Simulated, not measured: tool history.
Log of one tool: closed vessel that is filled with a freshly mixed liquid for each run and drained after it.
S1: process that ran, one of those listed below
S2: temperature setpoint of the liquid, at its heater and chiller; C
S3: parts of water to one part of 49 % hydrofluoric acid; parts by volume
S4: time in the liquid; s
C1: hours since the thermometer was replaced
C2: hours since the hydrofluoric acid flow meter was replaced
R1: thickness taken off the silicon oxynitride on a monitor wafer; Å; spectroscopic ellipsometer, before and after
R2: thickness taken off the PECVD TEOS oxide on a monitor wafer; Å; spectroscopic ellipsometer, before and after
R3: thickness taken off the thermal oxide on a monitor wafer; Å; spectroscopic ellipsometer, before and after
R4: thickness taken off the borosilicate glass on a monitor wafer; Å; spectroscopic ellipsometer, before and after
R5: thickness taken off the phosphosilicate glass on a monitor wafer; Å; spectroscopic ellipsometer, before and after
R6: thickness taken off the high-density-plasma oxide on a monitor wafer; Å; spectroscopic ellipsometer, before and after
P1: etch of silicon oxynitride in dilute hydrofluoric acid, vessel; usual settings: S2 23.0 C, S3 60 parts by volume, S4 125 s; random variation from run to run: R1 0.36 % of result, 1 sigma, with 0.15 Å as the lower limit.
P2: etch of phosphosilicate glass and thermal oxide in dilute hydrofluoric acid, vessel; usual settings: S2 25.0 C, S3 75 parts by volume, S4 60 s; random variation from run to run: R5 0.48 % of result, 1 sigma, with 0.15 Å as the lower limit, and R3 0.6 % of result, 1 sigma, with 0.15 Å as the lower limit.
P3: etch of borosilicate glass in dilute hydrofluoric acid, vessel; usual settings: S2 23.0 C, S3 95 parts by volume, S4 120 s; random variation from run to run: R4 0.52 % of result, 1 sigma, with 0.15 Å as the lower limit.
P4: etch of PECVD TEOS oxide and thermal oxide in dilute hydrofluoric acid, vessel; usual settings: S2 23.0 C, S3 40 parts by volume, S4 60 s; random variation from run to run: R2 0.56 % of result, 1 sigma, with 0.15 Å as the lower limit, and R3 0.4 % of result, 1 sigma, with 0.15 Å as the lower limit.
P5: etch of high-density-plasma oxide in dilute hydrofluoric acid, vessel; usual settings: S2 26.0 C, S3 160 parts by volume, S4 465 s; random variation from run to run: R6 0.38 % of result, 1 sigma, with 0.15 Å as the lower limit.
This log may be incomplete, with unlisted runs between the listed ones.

run 1 hour=5.0 | S1=P1 S2=23.0 S3=60 S4=125 | C1=294.6 C2=1302.9 | R1=99.687
run 2 hour=10.2 | S1=P4 S2=23.0 S3=40 S4=30 | C1=299.8 C2=1308.1 | R2=146.72 R3=37.184
run 3 hour=13.9 | S1=P3 S2=23.0 S3=95 S4=225 | C1=303.5 C2=1311.8 | R4=916.94
run 4 hour=17.5 | S1=P2 S2=25.0 S3=75 S4=60 | C1=307.1 C2=1315.4 | R3=42.900 R5=534.04
run 5 hour=20.4 | S1=P5 S2=26.0 S3=160 S4=760 | C1=310.0 C2=1318.3 | R6=297.460
-- hour=24.6 thermometer replaced
run 6 hour=26.1 | S1=P1 S2=23.0 S3=60 S4=195 | C1=1.5 C2=1324.0 | R1=154.090
run 7 hour=30.7 | S1=P1 S2=27.5 S3=60 S4=50 | C1=6.1 C2=1328.6 | R1=49.487
run 8 hour=34.8 | S1=P1 S2=23.0 S3=60 S4=45 | C1=10.2 C2=1332.7 | R1=35.865
run 9 hour=39.5 | S1=P1 S2=26.5 S3=60 S4=125 | C1=14.9 C2=1337.4 | R1=117.300
run 10 hour=42.1 | S1=P1 S2=23.0 S3=20 S4=125 | C1=17.5 C2=1340.0 | R1=304.500
run 11 hour=47.7 | S1=P1 S2=23.0 S3=60 S4=125 | C1=23.1 C2=1345.6 | R1=99.069
run 12 hour=51.9 | S1=P1 S2=23.0 S3=60 S4=125 | C1=27.3 C2=1349.8 | R1=99.040
run 13 hour=54.8 | S1=P2 S2=19.5 S3=75 S4=60 | C1=30.2 C2=1352.7 | R3=34.273 R5=423.49
run 14 hour=57.4 | S1=P3 S2=23.0 S3=20 S4=120 | C1=32.8 C2=1355.3 | R4=2545.50
run 15 hour=62.7 | S1=P2 S2=25.0 S3=20 S4=60 | C1=38.1 C2=1360.6 | R3=171.810 R5=2156.20
run 16 hour=67.0 | S1=P1 S2=23.0 S3=60 S4=125 | C1=42.4 C2=1364.9 | R1=99.359
run 17 hour=71.1 | S1=P1 S2=23.0 S3=60 S4=125 | C1=46.5 C2=1369.0 | R1=99.139
run 18 hour=73.8 | S1=P4 S2=23.0 S3=40 S4=60 | C1=49.2 C2=1371.7 | R2=293.15 R3=73.719
run 19 hour=78.3 | S1=P5 S2=26.0 S3=285 S4=465 | C1=53.7 C2=1376.2 | R6=89.058
run 20 hour=81.5 | S1=P1 S2=23.0 S3=60 S4=125 | C1=56.9 C2=1379.4 | R1=98.772
run 21 hour=87.3 | S1=P1 S2=23.0 S3=105 S4=125 | C1=62.7 C2=1385.2 | R1=54.435
run 22 hour=90.8 | S1=P2 S2=25.0 S3=75 S4=90 | C1=66.2 C2=1388.7 | R3=64.326 R5=800.35
run 23 hour=93.9 | S1=P3 S2=23.0 S3=95 S4=120 | C1=69.3 C2=1391.8 | R4=492.04
run 24 hour=99.7 | S1=P4 S2=23.0 S3=40 S4=60 | C1=75.1 C2=1397.6 | R2=291.84 R3=73.769
run 25 hour=103.1 | S1=P3 S2=30.0 S3=95 S4=120 | C1=78.5 C2=1401.0 | R4=640.50
run 26 hour=108.9 | S1=P1 S2=18.5 S3=60 S4=125 | C1=84.3 C2=1406.8 | R1=79.638
run 27 hour=112.1 | S1=P1 S2=30.0 S3=60 S4=205 | C1=87.5 C2=1410.0 | R1=227.390
run 28 hour=117.2 | S1=P4 S2=17.5 S3=40 S4=60 | C1=92.6 C2=1415.1 | R2=232.12 R3=58.942
run 29 hour=121.3 | S1=P2 S2=25.0 S3=75 S4=60 | C1=96.7 C2=1419.2 | R3=43.207 R5=534.09
run 30 hour=124.9 | S1=P5 S2=26.0 S3=160 S4=465 | C1=100.3 C2=1422.8 | R6=182.120
run 31 hour=129.0 | S1=P4 S2=23.0 S3=20 S4=60 | C1=104.4 C2=1426.9 | R2=601.05 R3=152.200

What does the tool deliver on the next run?
run 32 hour=134.2 | S1=P5 S2=20.0 S3=160 S4=465 | C1=109.6 C2=1432.1 | R6=?

Run 32 yielded R6 145.020 Å.
